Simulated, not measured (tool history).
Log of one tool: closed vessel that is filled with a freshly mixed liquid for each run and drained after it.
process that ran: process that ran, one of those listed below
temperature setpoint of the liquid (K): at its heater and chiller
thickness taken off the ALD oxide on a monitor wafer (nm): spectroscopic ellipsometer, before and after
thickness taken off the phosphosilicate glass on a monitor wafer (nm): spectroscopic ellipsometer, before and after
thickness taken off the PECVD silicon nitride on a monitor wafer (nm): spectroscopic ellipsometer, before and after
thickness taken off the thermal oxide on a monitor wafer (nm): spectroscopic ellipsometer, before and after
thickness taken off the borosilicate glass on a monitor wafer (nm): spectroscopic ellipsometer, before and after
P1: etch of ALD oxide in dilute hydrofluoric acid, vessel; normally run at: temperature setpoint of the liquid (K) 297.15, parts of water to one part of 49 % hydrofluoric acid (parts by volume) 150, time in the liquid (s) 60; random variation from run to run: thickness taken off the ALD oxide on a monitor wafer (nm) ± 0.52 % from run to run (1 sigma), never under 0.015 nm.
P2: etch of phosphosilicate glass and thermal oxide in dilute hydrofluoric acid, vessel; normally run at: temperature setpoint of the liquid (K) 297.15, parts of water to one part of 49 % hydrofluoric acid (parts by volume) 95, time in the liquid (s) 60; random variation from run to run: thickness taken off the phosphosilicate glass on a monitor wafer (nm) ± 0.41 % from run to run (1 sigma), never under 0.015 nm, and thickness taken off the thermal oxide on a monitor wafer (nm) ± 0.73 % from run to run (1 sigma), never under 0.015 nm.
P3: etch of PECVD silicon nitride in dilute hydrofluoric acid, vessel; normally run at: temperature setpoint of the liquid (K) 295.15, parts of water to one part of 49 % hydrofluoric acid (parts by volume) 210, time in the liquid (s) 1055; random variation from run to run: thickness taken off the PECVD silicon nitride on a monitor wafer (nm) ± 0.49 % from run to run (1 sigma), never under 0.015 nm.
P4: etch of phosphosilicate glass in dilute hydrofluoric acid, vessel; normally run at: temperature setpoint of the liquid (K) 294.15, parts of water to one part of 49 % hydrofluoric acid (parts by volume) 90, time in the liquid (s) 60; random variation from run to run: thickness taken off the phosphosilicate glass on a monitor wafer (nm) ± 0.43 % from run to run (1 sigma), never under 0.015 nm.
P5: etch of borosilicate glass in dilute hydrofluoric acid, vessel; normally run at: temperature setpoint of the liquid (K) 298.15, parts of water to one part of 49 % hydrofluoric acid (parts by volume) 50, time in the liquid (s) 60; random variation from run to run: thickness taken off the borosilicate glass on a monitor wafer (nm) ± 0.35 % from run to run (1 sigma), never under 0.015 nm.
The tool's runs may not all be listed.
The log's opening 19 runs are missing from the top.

run   hour  process that ran  temperature setpoint of the liquid (K)  parts of water to one part of 49 % hydrofluoric acid (parts by volume)  time in the liquid (s)  thickness taken off the ALD oxide on a monitor wafer (nm)  thickness taken off the phosphosilicate glass on a monitor wafer (nm)  thickness taken off the PECVD silicon nitride on a monitor wafer (nm)  thickness taken off the thermal oxide on a monitor wafer (nm)  thickness taken off the borosilicate glass on a monitor wafer (nm)
 20  248.8                P2                                  297.15                                                                      95                      30                                                                                                                            31.560                                                                                                                                1.5784
 21  259.9                P1                                  297.15                                                                      40                      60                                                    28.8440
 22  269.4                P3                                  295.15                                                                      50                    1055                                                                                                                                                                                                   67.843
 23  279.5                P4                                  294.15                                                                     140                      60                                                                                                                            42.416
 24  289.1                P2                                  297.15                                                                      95                      60                                                                                                                            63.871                                                                                                                                3.1301
 25  302.1                P1                                  297.15                                                                     150                      90                                                    10.0010
 26  316.0                P5                                  298.15                                                                      50                     115                                                                                                                                                                                                                                                                                                                                      82.947
 27  325.2                P3                                  302.15                                                                     210                    1055                                                                                                                                                                                                   25.984
 28  332.7                P3                                  295.15                                                                     210                    1055                                                                                                                                                                                                   16.697
 29  347.5                P1                                  297.15                                                                     150                      60                                                     6.6938
 30  356.7                P1                                  297.15                                                                     150                      60                                                     6.7044
 31  368.7                P1                                  297.15                                                                     150                      30                                                     3.2992
 32  380.7                P2                                  305.65                                                                      95                      60                                                                                                                            87.952                                                                                                                                4.3387
 33  394.6                P3                                  295.15                                                                     210                    1055                                                                                                                                                                                                   16.825
 34  409.7                P1                                  297.15                                                                     150                      60                                                     6.6912
 35  426.0                P1                                  297.15                                                                     150                      60                                                     6.7193
 36  436.7                P1                                  297.15                                                                     150                      60                                                     6.8493
 37  448.1                P1                                  297.15                                                                     150                      60                                                     6.8666
 38  457.1                P1                                  297.15                                                                     150                      60                                                     6.9519
 39  469.6                P1                                  297.15                                                                     150                      60                                                     7.0976
 40  482.0                P1                                  297.15                                                                     150                      60                                                     7.1107
 41  491.8                P1                                  297.15                                                                     150                      60                                                     7.2245
 42  503.7                P1                                  297.15                                                                     150                      60                                                     7.1938

Forecast run 43:
 43  516.4                P1                                  297.15                                                                     150                      60                                                          ?

{"run 43": {"thickness taken off the ALD oxide on a monitor wafer (nm)": 7.2059}}
